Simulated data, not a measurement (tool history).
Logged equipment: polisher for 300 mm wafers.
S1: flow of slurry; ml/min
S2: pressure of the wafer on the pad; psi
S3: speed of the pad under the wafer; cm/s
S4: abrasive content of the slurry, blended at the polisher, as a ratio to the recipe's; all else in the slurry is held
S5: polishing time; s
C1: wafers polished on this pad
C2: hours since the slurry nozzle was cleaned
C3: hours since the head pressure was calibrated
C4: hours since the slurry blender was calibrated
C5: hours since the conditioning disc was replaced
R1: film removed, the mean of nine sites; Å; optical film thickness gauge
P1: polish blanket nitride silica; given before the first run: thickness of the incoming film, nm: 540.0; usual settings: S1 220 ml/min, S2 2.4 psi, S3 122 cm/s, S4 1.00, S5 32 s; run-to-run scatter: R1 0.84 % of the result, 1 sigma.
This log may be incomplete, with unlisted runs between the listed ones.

| run | hour | S1 | S2 | S3 | S4 | S5 | C1 | C2 | C3 | C4 | C5 | R1 |
|---|---|---|---|---|---|---|---|---|---|---|---|---|
| 1 | 13.2 | 220 | 2.4 | 122 | 1.00 | 32 | 678 | 376.3 | 189.2 | 59.5 | 52.3 | 137.760 |
| 2 | 27.8 | 220 | 2.4 | 72 | 1.00 | 32 | 894 | 390.9 | 203.8 | 74.1 | 66.9 | 92.083 |
| 3 | 41.0 | 220 | 2.4 | 122 | 1.00 | 32 | 1090 | 404.1 | 217.0 | 87.3 | 80.1 | 139.490 |
| 4 | 50.2 | 220 | 2.4 | 184 | 1.00 | 32 | 1227 | 413.3 | 226.2 | 96.5 | 89.3 | 194.410 |
| 5 | 66.9 | 275 | 2.4 | 122 | 1.00 | 32 | 1474 | 430.0 | 242.9 | 113.2 | 106.0 | 144.790 |
|  | 70.9 | slurry nozzle cleaned |
| 6 | 75.3 | 220 | 2.4 | 122 | 1.00 | 32 | 1599 | 4.5 | 251.3 | 121.6 | 114.4 | 140.600 |
| 7 | 89.7 | 220 | 2.4 | 122 | 1.00 | 32 | 1813 | 18.9 | 265.7 | 136.0 | 128.8 | 140.850 |
| 8 | 102.4 | 220 | 2.4 | 122 | 1.30 | 24 | 2001 | 31.6 | 278.4 | 148.7 | 141.5 | 116.020 |
| 9 | 111.2 | 220 | 2.4 | 122 | 1.00 | 46 | 2132 | 40.4 | 287.2 | 157.5 | 150.3 | 205.250 |
| 10 | 119.2 | 300 | 2.4 | 122 | 0.75 | 32 | 2250 | 48.4 | 295.2 | 165.5 | 158.3 | 125.580 |
| 11 | 136.8 | 220 | 1.1 | 122 | 1.00 | 32 | 2512 | 66.0 | 312.8 | 183.1 | 175.9 | 64.357 |
| 12 | 146.0 | 220 | 2.4 | 122 | 1.25 | 32 | 2648 | 75.2 | 322.0 | 192.3 | 185.1 | 153.220 |
| 13 | 160.1 | 220 | 2.4 | 122 | 1.00 | 32 | 2857 | 89.3 | 336.1 | 206.4 | 199.2 | 139.720 |
| 14 | 171.8 | 220 | 2.4 | 122 | 1.00 | 32 | 3031 | 101.0 | 347.8 | 218.1 | 210.9 | 141.280 |
| 15 | 185.6 | 220 | 3.4 | 122 | 1.00 | 32 | 3236 | 114.8 | 361.6 | 231.9 | 224.7 | 197.680 |
| 16 | 197.4 | 130 | 2.4 | 122 | 1.00 | 32 | 3411 | 126.6 | 373.4 | 243.7 | 236.5 | 131.050 |
| 17 | 214.9 | 220 | 2.4 | 122 | 1.00 | 21 | 3670 | 144.1 | 390.9 | 261.2 | 254.0 | 91.438 |
| 18 | 223.3 | 220 | 2.4 | 122 | 0.65 | 32 | 3795 | 152.5 | 399.3 | 269.6 | 262.4 | 114.470 |
| 19 | 232.0 | 220 | 2.4 | 166 | 0.60 | 32 | 3924 | 161.2 | 408.0 | 278.3 | 271.1 | 138.790 |
| 20 | 248.7 | 220 | 2.4 | 122 | 1.00 | 32 | 4172 | 177.9 | 424.7 | 295.0 | 287.8 | 138.680 |
| 21 | 266.7 | 220 | 2.4 | 122 | 1.00 | 32 | 4439 | 195.9 | 442.7 | 313.0 | 305.8 | 136.850 |

Predict the results of run 22:
| 22 | 284.6 | 220 | 2.4 | 122 | 1.00 | 32 | 4705 | 213.8 | 460.6 | 330.9 | 323.7 | ? |

R1: 134.070 Å
